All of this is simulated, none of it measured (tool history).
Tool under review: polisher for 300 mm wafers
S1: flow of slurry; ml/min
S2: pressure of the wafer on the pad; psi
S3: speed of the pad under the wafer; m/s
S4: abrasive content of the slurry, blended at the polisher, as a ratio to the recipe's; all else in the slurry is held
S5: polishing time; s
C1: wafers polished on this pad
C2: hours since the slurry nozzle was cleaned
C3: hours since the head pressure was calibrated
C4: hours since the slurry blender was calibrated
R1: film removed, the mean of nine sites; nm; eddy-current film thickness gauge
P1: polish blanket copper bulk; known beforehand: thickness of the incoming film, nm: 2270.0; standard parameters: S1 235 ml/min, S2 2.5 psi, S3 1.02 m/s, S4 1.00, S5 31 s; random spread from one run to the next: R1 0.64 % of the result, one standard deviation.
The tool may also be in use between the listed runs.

| run | day | S1 | S2 | S3 | S4 | S5 | C1 | C2 | C3 | C4 | R1 |
|---|---|---|---|---|---|---|---|---|---|---|---|
| 1 | 0.342 | 235 | 2.5 | 1.02 | 1.00 | 31 | 378 | 118.0 | 461.9 | 61.9 | 271.23 |
| 2 | 0.979 | 235 | 2.5 | 1.02 | 1.00 | 16 | 523 | 133.3 | 477.2 | 77.2 | 139.46 |
| 3 | 1.558 | 235 | 2.5 | 1.02 | 1.00 | 31 | 655 | 147.2 | 491.1 | 91.1 | 269.01 |
| 4 | 2.288 | 315 | 2.5 | 1.02 | 1.00 | 31 | 821 | 164.7 | 508.6 | 108.6 | 281.38 |
| 5 | 2.971 | 235 | 2.5 | 1.02 | 1.00 | 31 | 977 | 181.1 | 525.0 | 125.0 | 269.90 |
| 6 | 3.354 | 235 | 2.5 | 1.02 | 0.70 | 31 | 1064 | 190.3 | 534.2 | 134.2 | 251.22 |
| 7 | 3.967 | 235 | 2.5 | 1.02 | 1.25 | 43 | 1204 | 205.0 | 548.9 | 148.9 | 394.90 |
| 8 | 4.538 | 235 | 1.1 | 1.02 | 1.00 | 31 | 1334 | 218.7 | 562.6 | 162.6 | 118.97 |
| 9 | 5.221 | 235 | 2.5 | 1.58 | 1.00 | 31 | 1489 | 235.1 | 579.0 | 179.0 | 418.16 |
| 10 | 5.617 | 235 | 2.5 | 1.02 | 1.45 | 31 | 1580 | 244.6 | 588.5 | 188.5 | 294.19 |
| 11 | 6.300 | 235 | 2.5 | 1.02 | 1.00 | 45 | 1735 | 261.0 | 604.9 | 204.9 | 390.34 |
| 12 | 7.000 | 235 | 2.5 | 1.02 | 1.00 | 31 | 1895 | 277.8 | 621.7 | 221.7 | 270.52 |
|  | 7.221 | worn pad replaced by a new one |
| 13 | 7.471 | 140 | 2.5 | 1.02 | 1.00 | 31 | 57 | 289.1 | 633.0 | 233.0 | 251.86 |
| 14 | 8.229 | 235 | 2.5 | 0.56 | 1.00 | 31 | 229 | 307.3 | 651.2 | 251.2 | 149.66 |
| 15 | 8.721 | 235 | 2.5 | 1.02 | 1.00 | 31 | 341 | 319.1 | 663.0 | 263.0 | 268.06 |
| 16 | 9.071 | 235 | 3.8 | 1.02 | 1.00 | 31 | 421 | 327.5 | 671.4 | 271.4 | 409.48 |
| 17 | 9.517 | 235 | 2.5 | 1.02 | 1.00 | 31 | 523 | 338.2 | 682.1 | 282.1 | 265.95 |
| 18 | 10.183 | 235 | 2.5 | 1.02 | 1.00 | 31 | 675 | 354.2 | 698.1 | 298.1 | 262.15 |
| 19 | 10.767 | 235 | 2.5 | 1.02 | 1.00 | 31 | 808 | 368.2 | 712.1 | 312.1 | 262.06 |
| 20 | 11.312 | 235 | 2.5 | 1.02 | 1.00 | 31 | 932 | 381.3 | 725.2 | 325.2 | 259.97 |
|  | 11.662 | worn pad replaced by a new one |
| 21 | 11.721 | 235 | 2.5 | 1.02 | 1.00 | 31 | 13 | 391.1 | 735.0 | 335.0 | 257.91 |
| 22 | 12.171 | 235 | 2.5 | 1.02 | 1.00 | 31 | 115 | 401.9 | 745.8 | 345.8 | 253.26 |
| 23 | 12.738 | 235 | 2.5 | 1.02 | 1.00 | 31 | 245 | 415.5 | 759.4 | 359.4 | 255.51 |
|  | 12.908 | slurry blender recalibrated |
| 24 | 13.383 | 235 | 2.5 | 1.02 | 1.00 | 31 | 392 | 431.0 | 774.9 | 11.4 | 258.11 |
| 25 | 14.104 | 235 | 2.5 | 1.02 | 1.00 | 31 | 556 | 448.3 | 792.2 | 28.7 | 255.89 |
| 26 | 14.712 | 235 | 2.5 | 1.02 | 1.00 | 31 | 695 | 462.9 | 806.8 | 43.3 | 252.33 |
| 27 | 15.217 | 235 | 2.5 | 1.02 | 1.00 | 31 | 809 | 475.0 | 818.9 | 55.4 | 252.55 |

Compared with where it was, what P1 gives has crept away. Each cause listed below fits the log as well as the rest, at the size given for it:
A: slurry flow missing at the pad, % = 34.3
B: head's pressure below its setpoint, % = 5.7
The gradual shift began around day 9.517.
Each remaining cause and why it is not a fit:
removal rate lost through wear of the pad, %: its service at day 11.662 followed the start of the drift and did not put the process back to its old value
abrasive missing from the slurry, %: its service at day 12.908 followed the start of the drift and did not put the process back to its old value

Which of the 4 check runs listed below, each an average over 2 wafers with its results shown as question marks, gives clearly different results under the different listed causes?
| check 1 | 15.721 | 235 | 3.7 | 1.58 | 1.00 | 31 |  |  |  |  | ? |
| check 2 | 15.721 | 235 | 3.3 | 1.02 | 1.00 | 17 |  |  |  |  | ? |
| check 3 | 15.721 | 235 | 3.1 | 0.74 | 1.00 | 31 |  |  |  |  | ? |
| check 4 | 15.721 | 140 | 2.5 | 1.02 | 1.35 | 31 |  |  |  |  | ? |

Predicted outcomes, by check and by cause:
| check | result | if A | if B |
|---|---|---|---|
| check 1 | R1 | 585.36 | 585.34 |
| check 2 | R1 | 184.83 | 184.82 |
| check 3 | R1 | 229.70 | 229.69 |
| check 4 | R1 | 243.81 | 252.66 |
Per check, the gap between the least separated pair of causes, taken in the result that splits them most: check 1 0 %; check 2 0 %; check 3 0 %; check 4 3.57 %
Only in check 4 would the causes give clearly different results; in the remaining checks their results would be nearly the same.

Then check 4 was run and gave: R1 251.59 nm. Which cause is it?

Of the candidate causes, it is B: head's pressure below its setpoint, %.
